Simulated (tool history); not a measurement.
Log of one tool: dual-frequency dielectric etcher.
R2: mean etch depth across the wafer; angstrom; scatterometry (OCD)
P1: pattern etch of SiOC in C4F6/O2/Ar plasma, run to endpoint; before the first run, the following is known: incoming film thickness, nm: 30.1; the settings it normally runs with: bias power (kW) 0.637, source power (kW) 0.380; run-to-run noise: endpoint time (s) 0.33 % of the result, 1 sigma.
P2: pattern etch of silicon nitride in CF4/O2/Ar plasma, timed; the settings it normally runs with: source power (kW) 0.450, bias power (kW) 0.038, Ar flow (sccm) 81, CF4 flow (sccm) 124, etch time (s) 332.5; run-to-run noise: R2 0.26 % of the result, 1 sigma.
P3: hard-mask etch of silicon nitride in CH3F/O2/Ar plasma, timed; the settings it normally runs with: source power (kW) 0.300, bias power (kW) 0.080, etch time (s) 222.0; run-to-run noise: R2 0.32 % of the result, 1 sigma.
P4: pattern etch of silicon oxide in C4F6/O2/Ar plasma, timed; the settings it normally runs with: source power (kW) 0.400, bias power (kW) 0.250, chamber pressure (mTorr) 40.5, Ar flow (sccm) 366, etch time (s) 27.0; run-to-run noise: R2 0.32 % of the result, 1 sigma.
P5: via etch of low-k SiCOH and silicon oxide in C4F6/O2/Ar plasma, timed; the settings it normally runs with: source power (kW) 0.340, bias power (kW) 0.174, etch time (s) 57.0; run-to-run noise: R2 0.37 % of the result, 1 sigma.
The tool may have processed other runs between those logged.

Run 1, hour 4.7: process that ran P1, bias power (kW) 0.637, source power (kW) 0.380. Result: endpoint time (s) 9.3669.
Run 2, hour 11.3: process that ran P5, bias power (kW) 0.174, source power (kW) 0.340, etch time (s) 31.5. Result: R2 822.35 angstrom.
Run 3, hour 18.4: process that ran P4, bias power (kW) 0.313, source power (kW) 0.400, etch time (s) 27.0, chamber pressure (mTorr) 40.5, Ar flow (sccm) 366. Result: R2 977.36 angstrom.
Run 4, hour 22.0: process that ran P3, bias power (kW) 0.080, source power (kW) 0.300, etch time (s) 271.0. Result: R2 1811.90 angstrom.
Run 5, hour 28.0: process that ran P3, bias power (kW) 0.080, source power (kW) 0.300, etch time (s) 222.0. Result: R2 1483.90 angstrom.
Run 6, hour 31.5: process that ran P4, bias power (kW) 0.250, source power (kW) 0.400, etch time (s) 27.0, chamber pressure (mTorr) 40.5, Ar flow (sccm) 366. Result: R2 908.24 angstrom.
Run 7, hour 38.7: process that ran P1, bias power (kW) 0.388, source power (kW) 0.380. Result: endpoint time (s) 11.2980.
Run 8, hour 43.9: process that ran P1, bias power (kW) 0.637, source power (kW) 0.260. Result: endpoint time (s) 10.6630.
Run 9, hour 50.9: process that ran P1, bias power (kW) 0.637, source power (kW) 0.380. Result: endpoint time (s) 9.3254.
Run 10, hour 57.9: process that ran P2, bias power (kW) 0.038, source power (kW) 0.540, etch time (s) 332.5, Ar flow (sccm) 81, CF4 flow (sccm) 124. Result: R2 6401.60 angstrom.
Run 11, hour 64.3: process that ran P2, bias power (kW) 0.038, source power (kW) 0.450, etch time (s) 260.0, Ar flow (sccm) 81, CF4 flow (sccm) 124. Result: R2 4288.10 angstrom.
Run 12, hour 68.8: process that ran P5, bias power (kW) 0.174, source power (kW) 0.260, etch time (s) 57.0. Result: R2 1344.00 angstrom.
Run 13, hour 75.0: process that ran P4, bias power (kW) 0.250, source power (kW) 0.260, etch time (s) 27.0, chamber pressure (mTorr) 40.5, Ar flow (sccm) 366. Result: R2 771.18 angstrom.
Run 14, hour 81.0: process that ran P1, bias power (kW) 0.637, source power (kW) 0.380. Result: endpoint time (s) 9.3237.
Run 15, hour 87.8: process that ran P2, bias power (kW) 0.038, source power (kW) 0.450, etch time (s) 332.5, Ar flow (sccm) 47, CF4 flow (sccm) 124. Result: R2 5740.30 angstrom.
Run 16, hour 92.4: process that ran P5, bias power (kW) 0.174, source power (kW) 0.340, etch time (s) 57.0. Result: R2 1493.80 angstrom.
Run 17, hour 99.0: process that ran P1, bias power (kW) 0.821, source power (kW) 0.380. Result: endpoint time (s) 8.4899.
Run 18, hour 105.7: process that ran P4, bias power (kW) 0.250, source power (kW) 0.400, etch time (s) 27.0, chamber pressure (mTorr) 26.0, Ar flow (sccm) 366. Result: R2 957.28 angstrom.
Run 19, hour 110.8: process that ran P1, bias power (kW) 0.637, source power (kW) 0.380. Result: endpoint time (s) 9.3419.
Run 20, hour 115.9: process that ran P4, bias power (kW) 0.250, source power (kW) 0.400, etch time (s) 36.5, chamber pressure (mTorr) 40.5, Ar flow (sccm) 366. Result: R2 1224.00 angstrom.
Run 21, hour 122.1: process that ran P3, bias power (kW) 0.100, source power (kW) 0.300, etch time (s) 222.0. Result: R2 1604.40 angstrom.
Run 22, hour 128.7: process that ran P4, bias power (kW) 0.250, source power (kW) 0.400, etch time (s) 27.0, chamber pressure (mTorr) 40.5, Ar flow (sccm) 366. Result: R2 908.48 angstrom.
Run 23, hour 132.9: process that ran P1, bias power (kW) 0.637, source power (kW) 0.380. Result: endpoint time (s) 9.3576.
Run 24, hour 136.7: process that ran P2, bias power (kW) 0.038, source power (kW) 0.450, etch time (s) 332.5, Ar flow (sccm) 81, CF4 flow (sccm) 124. Result: R2 5477.60 angstrom.
Run 25, hour 143.5: process that ran P4, bias power (kW) 0.250, source power (kW) 0.400, etch time (s) 27.0, chamber pressure (mTorr) 40.5, Ar flow (sccm) 464. Result: R2 880.77 angstrom.
Run 26, hour 148.8: process that ran P2, bias power (kW) 0.023, source power (kW) 0.450, etch time (s) 332.5, Ar flow (sccm) 81, CF4 flow (sccm) 124. Result: R2 4683.40 angstrom.
Run 27, hour 154.3: process that ran P1, bias power (kW) 0.521, source power (kW) 0.270. Result: endpoint time (s) 11.3680.
Run 28, hour 159.5: process that ran P1, bias power (kW) 0.637, source power (kW) 0.540. Result: endpoint time (s) 8.1733.
Run 29, hour 163.6: process that ran P5, bias power (kW) 0.136, source power (kW) 0.340, etch time (s) 57.0. Result: R2 1386.50 angstrom.
Run 30, hour 167.0: process that ran P2, bias power (kW) 0.038, source power (kW) 0.450, etch time (s) 332.5, Ar flow (sccm) 81, CF4 flow (sccm) 147. Result: R2 5549.50 angstrom.
Run 31, hour 172.4: process that ran P3, bias power (kW) 0.080, source power (kW) 0.200, etch time (s) 222.0. Result: R2 1277.00 angstrom.
Run 32, hour 178.4: process that ran P1, bias power (kW) 0.637, source power (kW) 0.380. Result: endpoint time (s) 9.3075.
Run 33, hour 184.5: process that ran P1, bias power (kW) 0.637, source power (kW) 0.380. Result: endpoint time (s) 9.2347.
Run 34, hour 188.7: process that ran P1, bias power (kW) 0.637, source power (kW) 0.380. Result: endpoint time (s) 9.2328.
Run 35, hour 195.6: process that ran P1, bias power (kW) 0.637, source power (kW) 0.380. Result: endpoint time (s) 9.2065.
At hour 196.2: wet clean of the chamber.
Run 36, hour 199.4: process that ran P1, bias power (kW) 0.637, source power (kW) 0.380. Result: endpoint time (s) 9.1750.
Run 37, hour 205.8: process that ran P1, bias power (kW) 0.637, source power (kW) 0.380. Result: endpoint time (s) 9.2111.
Run 38, hour 211.1: process that ran P1, bias power (kW) 0.637, source power (kW) 0.380. Result: endpoint time (s) 9.1567.

What P1 gives has crept off from where it sat before. The 2 causes that follow fit the log equally well, each at the size noted:
A: source power that arrives over what is set, % = 4.88
B: bias power that arrives over what is set, % = 4.59
The creep began at about hour 178.4.
The rest of the possible causes, and what rules out each one:
chamber walls in a state that raises the etch rate, %: its service at hour 196.2 followed the start of the drift and did not put the process back to its old value

The check runs listed below each take one wafer, and their results are still question marks. Under which run would the listed causes lead to clearly different results?
Run check 1, hour 216.4: process that ran P2, bias power (kW) 0.038, source power (kW) 0.450, etch time (s) 332.5, Ar flow (sccm) 81, CF4 flow (sccm) 124. Result: R2 ?.
Run check 2, hour 216.4: process that ran P3, bias power (kW) 0.080, source power (kW) 0.300, etch time (s) 222.0. Result: R2 ?.
Run check 3, hour 216.4: process that ran P5, bias power (kW) 0.174, source power (kW) 0.340, etch time (s) 57.0. Result: R2 ?.
Run check 4, hour 216.4: process that ran P4, bias power (kW) 0.250, source power (kW) 0.400, etch time (s) 27.0, chamber pressure (mTorr) 40.5, Ar flow (sccm) 366. Result: R2 ?.

What every check run would give for each of its results, assuming each possible cause in turn:
  check  result     if A     if B
check 1      R2  5694.50  5543.30
check 2      R2  1507.80  1505.30
check 3      R2  1519.60  1513.20
check 4      R2   923.62   920.85
How far apart the two closest causes lie, in the result that separates them most: check 1 2.69 %; check 2 0.17 %; check 3 0.42 %; check 4 0.3 %
The other checks would show nearly matching results whichever cause is true, so check 1 is the only one that separates the causes.

After running check 1, the following was obtained: R2 5535.70 angstrom. Which cause does this point to?

The correct cause is B, namely: bias power that arrives over what is set, %.

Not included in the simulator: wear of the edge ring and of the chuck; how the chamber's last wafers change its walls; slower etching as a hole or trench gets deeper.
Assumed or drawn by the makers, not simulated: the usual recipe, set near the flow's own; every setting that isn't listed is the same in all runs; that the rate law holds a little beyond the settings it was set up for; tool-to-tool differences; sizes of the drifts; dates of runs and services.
